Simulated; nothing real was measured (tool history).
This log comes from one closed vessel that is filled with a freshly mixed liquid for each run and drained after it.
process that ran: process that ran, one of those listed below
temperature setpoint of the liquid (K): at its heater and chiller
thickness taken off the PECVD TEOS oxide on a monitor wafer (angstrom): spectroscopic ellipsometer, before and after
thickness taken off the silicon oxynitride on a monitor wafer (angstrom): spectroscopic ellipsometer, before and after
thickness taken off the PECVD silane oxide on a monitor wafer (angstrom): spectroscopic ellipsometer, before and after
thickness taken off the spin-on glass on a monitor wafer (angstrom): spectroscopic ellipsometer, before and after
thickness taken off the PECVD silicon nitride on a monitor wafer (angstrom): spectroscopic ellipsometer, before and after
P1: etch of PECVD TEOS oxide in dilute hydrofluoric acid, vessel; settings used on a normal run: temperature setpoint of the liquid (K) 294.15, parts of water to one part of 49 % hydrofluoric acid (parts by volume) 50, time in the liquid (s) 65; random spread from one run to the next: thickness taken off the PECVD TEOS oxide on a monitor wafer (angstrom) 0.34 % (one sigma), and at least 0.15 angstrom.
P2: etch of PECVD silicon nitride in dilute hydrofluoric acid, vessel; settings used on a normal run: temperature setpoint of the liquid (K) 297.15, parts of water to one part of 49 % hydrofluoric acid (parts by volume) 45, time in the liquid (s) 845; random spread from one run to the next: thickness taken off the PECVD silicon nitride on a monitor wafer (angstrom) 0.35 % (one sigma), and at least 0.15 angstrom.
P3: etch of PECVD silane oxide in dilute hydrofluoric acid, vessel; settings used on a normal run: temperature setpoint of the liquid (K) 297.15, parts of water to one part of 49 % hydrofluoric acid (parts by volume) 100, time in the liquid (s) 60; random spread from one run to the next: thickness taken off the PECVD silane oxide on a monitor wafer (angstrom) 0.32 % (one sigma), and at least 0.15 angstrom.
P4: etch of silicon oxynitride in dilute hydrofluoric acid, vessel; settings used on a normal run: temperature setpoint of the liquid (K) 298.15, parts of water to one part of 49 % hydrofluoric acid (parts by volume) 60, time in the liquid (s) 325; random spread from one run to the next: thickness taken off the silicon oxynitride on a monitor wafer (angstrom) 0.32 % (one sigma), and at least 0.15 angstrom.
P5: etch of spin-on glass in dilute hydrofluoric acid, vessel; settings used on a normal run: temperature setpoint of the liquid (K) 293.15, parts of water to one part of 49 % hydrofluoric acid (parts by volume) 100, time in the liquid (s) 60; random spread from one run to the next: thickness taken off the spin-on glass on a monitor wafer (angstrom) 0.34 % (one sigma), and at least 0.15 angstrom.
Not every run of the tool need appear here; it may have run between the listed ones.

run   hour  process that ran  temperature setpoint of the liquid (K)  parts of water to one part of 49 % hydrofluoric acid (parts by volume)  time in the liquid (s)  thickness taken off the PECVD TEOS oxide on a monitor wafer (angstrom)  thickness taken off the silicon oxynitride on a monitor wafer (angstrom)  thickness taken off the PECVD silane oxide on a monitor wafer (angstrom)  thickness taken off the spin-on glass on a monitor wafer (angstrom)  thickness taken off the PECVD silicon nitride on a monitor wafer (angstrom)
  1    7.6                P1                                  294.15                                                                      50                      65                                                                  273.85
  2   14.1                P4                                  298.15                                                                      60                     325                                                                                                                                            82.733
  3   24.7                P1                                  294.15                                                                      50                      65                                                                  274.95
  4     33                P3                                  297.15                                                                     100                      60                                                                                                                                                                                                                      150.56
  5   42.4                P1                                  294.15                                                                      90                      65                                                                   144.9
  6   52.5                P5                                  293.15                                                                      60                      60                                                                                                                                                                                                                                                                                           235.91
  7     66                P2                                  291.65                                                                      45                     845                                                                                                                                                                                                                                                                                                                                                                        321.88
  8   72.2                P2                                  297.15                                                                      45                     420                                                                                                                                                                                                                                                                                                                                                                        233.78
  9   81.4                P4                                  303.65                                                                      60                     325                                                                                                                                            106.22
 10   91.6                P2                                  297.15                                                                      30                     845                                                                                                                                                                                                                                                                                                                                                                        706.84
 11  101.9                P5                                  300.65                                                                     100                      60                                                                                                                                                                                                                                                                                           182.73
 12    115                P3                                  297.15                                                                     150                      60                                                                                                                                                                                                                       95.14
 13  125.1                P3                                  303.15                                                                     100                      60                                                                                                                                                                                                                      190.08
 14  137.7                P1                                  294.15                                                                      25                      65                                                                  569.59
 15  150.4                P1                                  294.15                                                                      50                      65                                                                  272.71
 16  156.7                P1                                  294.15                                                                      50                      30                                                                  126.09
 17  168.9                P3                                  297.15                                                                     100                     105                                                                                                                                                                                                                      264.14
     172.5  -- thermometer replaced
 18  179.7                P1                                  294.15                                                                      50                      65                                                                  275.77
 19    188                P1                                  294.15                                                                      50                      65                                                                  275.37
 20  195.5                P1                                  294.15                                                                      50                      65                                                                  274.59
 21    207                P2                                  297.15                                                                      45                     845                                                                                                                                                                                                                                                                                                                                                                        472.44
 22  219.9                P1                                  294.15                                                                      50                     125                                                                  530.65
 23  226.5                P4                                  298.15                                                                      95                     325                                                                                                                                            49.773
 24  235.7                P2                                  297.15                                                                      45                     845                                                                                                                                                                                                                                                                                                                                                                        476.97
 25  243.6                P1                                  299.15                                                                      50                      65                                                                  338.77
 26  256.2                P5                                  293.15                                                                     100                      30                                                                                                                                                                                                                                                                                           67.514
 27  262.8                P1                                  290.15                                                                      50                      65                                                                  229.57
 28  270.8                P4                                  298.15                                                                      60                     635                                                                                                                                            159.48
 29  282.7                P1                                  300.65                                                                      85                      65                                                                  200.88
 30  293.9                P5                                  293.15                                                                     100                      60                                                                                                                                                                                                                                                                                           136.26
 31  307.4                P1                                  294.15                                                                      50                      65                                                                  273.96
 32  318.6                P1                                  294.15                                                                      50                      65                                                                  279.31
 33  332.3                P1                                  294.15                                                                      50                      65                                                                  282.55
 34  340.9                P1                                  294.15                                                                      50                      65                                                                   285.5
 35  353.5                P1                                  294.15                                                                      50                      65                                                                  288.33
 36  363.4                P1                                  294.15                                                                      50                      65                                                                  288.91
 37  371.6                P1                                  294.15                                                                      50                      65                                                                   289.9
 38  384.6                P1                                  294.15                                                                      50                      65                                                                  291.97
 39  396.8                P1                                  294.15                                                                      50                      65                                                                  289.77
 40  408.8                P1                                  294.15                                                                      50                      65                                                                  289.39
 41  415.6                P1                                  294.15                                                                      50                      65                                                                  289.85

Something has made what P1 gives creep away from where it was; the 2 causes below, each at its own stated size, fit the log equally well:
A: hydrofluoric acid flow above the setpoint (%) = 5.67
B: liquid hotter than its thermometer reads (K) = 1.4
At approximately hour 307.4, the process output began to creep.

Each of the 4 check runs below uses one wafer; its results are left as question marks. Which run tells the causes apart?
check 1  422.4                P4                                  298.15                                                                      60                     325                                                                                                                                                 ?
check 2  422.4                P2                                  297.15                                                                      45                     845                                                                                                                                                                                                                                                                                                                                                                             ?
check 3  422.4                P5                                  293.15                                                                     100                      60                                                                                                                                                                                                                                                                                                ?
check 4  422.4                P3                                  297.15                                                                     100                      60                                                                                                                                                                                                                           ?

Outcome of each check run for each possible cause:
  check                                                                       result    if A    if B
check 1     thickness taken off the silicon oxynitride on a monitor wafer (angstrom)  87.013  87.798
check 2  thickness taken off the PECVD silicon nitride on a monitor wafer (angstrom)     500  520.63
check 3          thickness taken off the spin-on glass on a monitor wafer (angstrom)  144.05  143.46
check 4     thickness taken off the PECVD silane oxide on a monitor wafer (angstrom)  160.59  159.51
Separation of the two closest causes in each check, using whichever result separates them best: check 1 0.9 %; check 2 4.04 %; check 3 0.41 %; check 4 0.67 %
Of the check runs offered, only check 2 discriminates between the causes; the rest would read about the same regardless of which cause applies.

Then check 2 was run and gave: thickness taken off the PECVD silicon nitride on a monitor wafer (angstrom) 498.12. Which cause is it?

Of the candidate causes, it is A: hydrofluoric acid flow above the setpoint (%).
